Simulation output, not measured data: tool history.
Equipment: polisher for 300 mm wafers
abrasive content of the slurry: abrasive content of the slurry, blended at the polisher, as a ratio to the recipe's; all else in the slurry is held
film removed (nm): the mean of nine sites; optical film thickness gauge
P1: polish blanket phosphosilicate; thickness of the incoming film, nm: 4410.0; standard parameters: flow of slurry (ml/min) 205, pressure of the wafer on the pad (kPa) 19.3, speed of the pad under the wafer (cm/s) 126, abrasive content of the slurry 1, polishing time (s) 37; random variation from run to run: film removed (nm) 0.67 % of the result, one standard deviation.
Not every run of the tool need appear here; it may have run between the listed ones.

run  hour  flow of slurry (ml/min)  pressure of the wafer on the pad (kPa)  speed of the pad under the wafer (cm/s)  abrasive content of the slurry  polishing time (s)  film removed (nm)
  1   3.9                      205                                    19.3                                      126                               1                  37             316.09
  2   7.6                      205                                    19.3                                      198                               1                  37             449.43
  3    12                      205                                    19.3                                      126                               1                  17             144.23
  4  17.6                      205                                    19.3                                      126                               1                  58             488.49
  5  22.8                      205                                    14.5                                      126                               1                  47             300.55
  6  29.2                      205                                    19.3                                       56                               1                  37             163.12
  7  35.5                      205                                       9                                      126                               1                  37             144.82
  8  41.6                      205                                    19.3                                      126                            1.45                  37             363.15
  9  47.8                      205                                    19.3                                      126                               1                  37             311.41
 10  50.8                      205                                      29                                      126                               1                  28             357.86
 11  53.8                      205                                    19.3                                      126                               1                  37             311.82
 12    58                      205                                      31                                      126                               1                  37             503.04
 13    63                      205                                       9                                      126                            0.75                  37             124.85
 14  67.8                      305                                    19.3                                      126                               1                  37             327.39
 15  73.5                      205                                    19.3                                      126                             0.5                  37             217.01
 16  76.7                      125                                    19.3                                      126                               1                  37             286.91
 17  80.5                      205                                    19.3                                      126                               1                  37              312.1

Run 18 is up next; what results do you expect?
 18  86.1                      205                                    19.3                                      126                               1                  37                  ?

Logged for run 18: film removed (nm) 309.99.
